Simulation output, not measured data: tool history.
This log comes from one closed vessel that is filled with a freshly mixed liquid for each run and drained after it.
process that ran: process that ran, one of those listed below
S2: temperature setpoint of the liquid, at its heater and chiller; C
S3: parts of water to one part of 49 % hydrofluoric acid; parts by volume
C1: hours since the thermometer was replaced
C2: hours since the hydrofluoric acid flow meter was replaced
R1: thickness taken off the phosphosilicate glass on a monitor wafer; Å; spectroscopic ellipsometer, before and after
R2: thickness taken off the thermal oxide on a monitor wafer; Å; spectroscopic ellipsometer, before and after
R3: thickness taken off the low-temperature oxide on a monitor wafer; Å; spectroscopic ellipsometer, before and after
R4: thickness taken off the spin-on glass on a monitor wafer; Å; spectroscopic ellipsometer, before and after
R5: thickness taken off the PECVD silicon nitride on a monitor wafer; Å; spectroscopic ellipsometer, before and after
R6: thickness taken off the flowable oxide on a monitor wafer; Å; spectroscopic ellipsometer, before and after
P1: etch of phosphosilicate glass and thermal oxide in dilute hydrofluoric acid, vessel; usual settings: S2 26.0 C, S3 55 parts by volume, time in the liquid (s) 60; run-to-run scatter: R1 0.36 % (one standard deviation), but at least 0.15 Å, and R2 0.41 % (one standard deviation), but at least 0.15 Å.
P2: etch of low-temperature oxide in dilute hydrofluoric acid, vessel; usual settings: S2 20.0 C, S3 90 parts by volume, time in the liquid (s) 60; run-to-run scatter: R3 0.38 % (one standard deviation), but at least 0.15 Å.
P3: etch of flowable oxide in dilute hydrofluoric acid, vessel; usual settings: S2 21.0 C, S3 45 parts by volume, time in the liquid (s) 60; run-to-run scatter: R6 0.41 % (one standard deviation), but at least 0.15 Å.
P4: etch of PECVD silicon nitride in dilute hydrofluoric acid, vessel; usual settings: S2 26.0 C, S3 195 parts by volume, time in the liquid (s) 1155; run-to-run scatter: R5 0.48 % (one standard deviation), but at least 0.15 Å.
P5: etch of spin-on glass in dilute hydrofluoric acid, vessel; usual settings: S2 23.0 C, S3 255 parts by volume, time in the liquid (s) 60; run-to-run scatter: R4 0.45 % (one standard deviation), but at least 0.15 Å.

run 1 hour=11.8 | process_that_ran=P1 S2=26.0 S3=55 time_in_the_liquid_(s)=60 | C1=693.1 C2=538.3 | R1=1431.20 R2=60.643
run 2 hour=26.1 | process_that_ran=P1 S2=26.0 S3=55 time_in_the_liquid_(s)=60 | C1=707.4 C2=552.6 | R1=1432.90 R2=60.154
run 3 hour=38.2 | process_that_ran=P1 S2=26.0 S3=85 time_in_the_liquid_(s)=85 | C1=719.5 C2=564.7 | R1=1266.40 R2=53.025
run 4 hour=52.3 | process_that_ran=P2 S2=25.5 S3=90 time_in_the_liquid_(s)=60 | C1=733.6 C2=578.8 | R3=144.810
run 5 hour=58.8 | process_that_ran=P1 S2=26.0 S3=55 time_in_the_liquid_(s)=60 | C1=740.1 C2=585.3 | R1=1438.20 R2=60.148
run 6 hour=72.0 | process_that_ran=P1 S2=26.0 S3=100 time_in_the_liquid_(s)=60 | C1=753.3 C2=598.5 | R1=738.10 R2=31.308
run 7 hour=80.1 | process_that_ran=P2 S2=20.0 S3=90 time_in_the_liquid_(s)=60 | C1=761.4 C2=606.6 | R3=114.850
run 8 hour=91.8 | process_that_ran=P5 S2=23.0 S3=255 time_in_the_liquid_(s)=60 | C1=773.1 C2=618.3 | R4=69.866
-- hour=94.8 hydrofluoric acid flow meter replaced
run 9 hour=99.7 | process_that_ran=P5 S2=23.0 S3=70 time_in_the_liquid_(s)=60 | C1=781.0 C2=4.9 | R4=312.870
run 10 hour=109.9 | process_that_ran=P1 S2=30.0 S3=55 time_in_the_liquid_(s)=60 | C1=791.2 C2=15.1 | R1=1677.00 R2=70.456
run 11 hour=116.5 | process_that_ran=P4 S2=26.0 S3=195 time_in_the_liquid_(s)=160 | C1=797.8 C2=21.7 | R5=23.012
run 12 hour=124.2 | process_that_ran=P4 S2=26.0 S3=330 time_in_the_liquid_(s)=1155 | C1=805.5 C2=29.4 | R5=97.895
run 13 hour=132.5 | process_that_ran=P3 S2=21.0 S3=45 time_in_the_liquid_(s)=60 | C1=813.8 C2=37.7 | R6=456.61
run 14 hour=144.8 | process_that_ran=P3 S2=21.0 S3=20 time_in_the_liquid_(s)=60 | C1=826.1 C2=50.0 | R6=1051.90
run 15 hour=155.5 | process_that_ran=P1 S2=22.0 S3=55 time_in_the_liquid_(s)=60 | C1=836.8 C2=60.7 | R1=1218.40 R2=51.388
run 16 hour=165.9 | process_that_ran=P4 S2=33.5 S3=195 time_in_the_liquid_(s)=1155 | C1=847.2 C2=71.1 | R5=261.330
run 17 hour=174.2 | process_that_ran=P1 S2=26.0 S3=20 time_in_the_liquid_(s)=60 | C1=855.5 C2=79.4 | R1=4140.30 R2=173.980
run 18 hour=183.1 | process_that_ran=P2 S2=20.0 S3=160 time_in_the_liquid_(s)=60 | C1=864.4 C2=88.3 | R3=60.577
run 19 hour=189.9 | process_that_ran=P1 S2=20.0 S3=20 time_in_the_liquid_(s)=60 | C1=871.2 C2=95.1 | R1=3197.90 R2=135.250
run 20 hour=200.1 | process_that_ran=P5 S2=23.0 S3=255 time_in_the_liquid_(s)=60 | C1=881.4 C2=105.3 | R4=70.111
run 21 hour=211.4 | process_that_ran=P1 S2=26.0 S3=55 time_in_the_liquid_(s)=30 | C1=892.7 C2=116.6 | R1=711.35 R2=30.206
run 22 hour=221.5 | process_that_ran=P1 S2=26.0 S3=55 time_in_the_liquid_(s)=60 | C1=902.8 C2=126.7 | R1=1434.30 R2=60.451
run 23 hour=232.4 | process_that_ran=P2 S2=20.0 S3=90 time_in_the_liquid_(s)=60 | C1=913.7 C2=137.6 | R3=115.610
run 24 hour=242.4 | process_that_ran=P2 S2=20.0 S3=90 time_in_the_liquid_(s)=85 | C1=923.7 C2=147.6 | R3=165.050
run 25 hour=252.1 | process_that_ran=P5 S2=23.0 S3=255 time_in_the_liquid_(s)=105 | C1=933.4 C2=157.3 | R4=121.440
run 26 hour=258.4 | process_that_ran=P4 S2=26.0 S3=195 time_in_the_liquid_(s)=1155 | C1=939.7 C2=163.6 | R5=167.830
run 27 hour=266.9 | process_that_ran=P3 S2=21.0 S3=45 time_in_the_liquid_(s)=115 | C1=948.2 C2=172.1 | R6=873.59
run 28 hour=279.7 | process_that_ran=P3 S2=25.0 S3=45 time_in_the_liquid_(s)=60 | C1=961.0 C2=184.9 | R6=535.56
run 29 hour=287.5 | process_that_ran=P1 S2=26.0 S3=55 time_in_the_liquid_(s)=105 | C1=968.8 C2=192.7 | R1=2496.20 R2=105.970
run 30 hour=295.4 | process_that_ran=P4 S2=26.0 S3=195 time_in_the_liquid_(s)=1155 | C1=976.7 C2=200.6 | R5=166.980
run 31 hour=302.5 | process_that_ran=P5 S2=17.0 S3=255 time_in_the_liquid_(s)=60 | C1=983.8 C2=207.7 | R4=55.439
run 32 hour=310.6 | process_that_ran=P1 S2=26.0 S3=55 time_in_the_liquid_(s)=60 | C1=991.9 C2=215.8 | R1=1425.70 R2=60.224
run 33 hour=322.7 | process_that_ran=P1 S2=26.0 S3=55 time_in_the_liquid_(s)=60 | C1=1004.0 C2=227.9 | R1=1494.00 R2=62.946
run 34 hour=329.4 | process_that_ran=P1 S2=26.0 S3=55 time_in_the_liquid_(s)=60 | C1=1010.7 C2=234.6 | R1=1504.80 R2=63.440
run 35 hour=338.3 | process_that_ran=P1 S2=26.0 S3=55 time_in_the_liquid_(s)=60 | C1=1019.6 C2=243.5 | R1=1527.10 R2=64.216
run 36 hour=347.5 | process_that_ran=P1 S2=26.0 S3=55 time_in_the_liquid_(s)=60 | C1=1028.8 C2=252.7 | R1=1544.00 R2=64.479
run 37 hour=356.3 | process_that_ran=P1 S2=26.0 S3=55 time_in_the_liquid_(s)=60 | C1=1037.6 C2=261.5 | R1=1547.90 R2=65.267
run 38 hour=367.1 | process_that_ran=P1 S2=26.0 S3=55 time_in_the_liquid_(s)=60 | C1=1048.4 C2=272.3 | R1=1560.60 R2=65.956
run 39 hour=379.7 | process_that_ran=P1 S2=26.0 S3=55 time_in_the_liquid_(s)=60 | C1=1061.0 C2=284.9 | R1=1565.90 R2=65.959
run 40 hour=392.2 | process_that_ran=P1 S2=26.0 S3=55 time_in_the_liquid_(s)=60 | C1=1073.5 C2=297.4 | R1=1565.60 R2=65.695

The output of P1 has drifted from where it used to be. Each of the 2 causes below, taken at the size shown beside it, accounts for the log equally well:
A: liquid hotter than its thermometer reads (K) = 2.25
B: hydrofluoric acid flow above the setpoint (%) = 8.73
The process output started creeping at around hour 310.6.

Question marks stand in for the results of the 4 check runs listed below, each run on one wafer. Under which run would the listed causes show clearly different results?
run check 1 hour=404.7 | process_that_ran=P2 S2=20.0 S3=155 time_in_the_liquid_(s)=60 | R3=?
run check 2 hour=404.7 | process_that_ran=P3 S2=21.0 S3=25 time_in_the_liquid_(s)=115 | R6=?
run check 3 hour=404.7 | process_that_ran=P4 S2=26.0 S3=275 time_in_the_liquid_(s)=1155 | R5=?
run check 4 hour=404.7 | process_that_ran=P5 S2=17.0 S3=170 time_in_the_liquid_(s)=60 | R4=?

Predicted outcomes, by check and by cause:
check=check_1 result=R3 if_A=68.426 if_B=69.006
check=check_2 result=R6 if_A=1765.80 if_B=1749.00
check=check_3 result=R5 if_A=135.150 if_B=128.510
check=check_4 result=R4 if_A=99.007 if_B=99.657
Per-check spread between the two closest causes, in the result where they differ most: check 1 0.85 %; check 2 0.96 %; check 3 5.04 %; check 4 0.65 %
Only check 3 tells the causes apart: in the others they would give nearly the same result.

Running check 3 produced the following: R5 135.410 Å. Which one of the listed causes fits?

A is the cause: liquid hotter than its thermometer reads (K).

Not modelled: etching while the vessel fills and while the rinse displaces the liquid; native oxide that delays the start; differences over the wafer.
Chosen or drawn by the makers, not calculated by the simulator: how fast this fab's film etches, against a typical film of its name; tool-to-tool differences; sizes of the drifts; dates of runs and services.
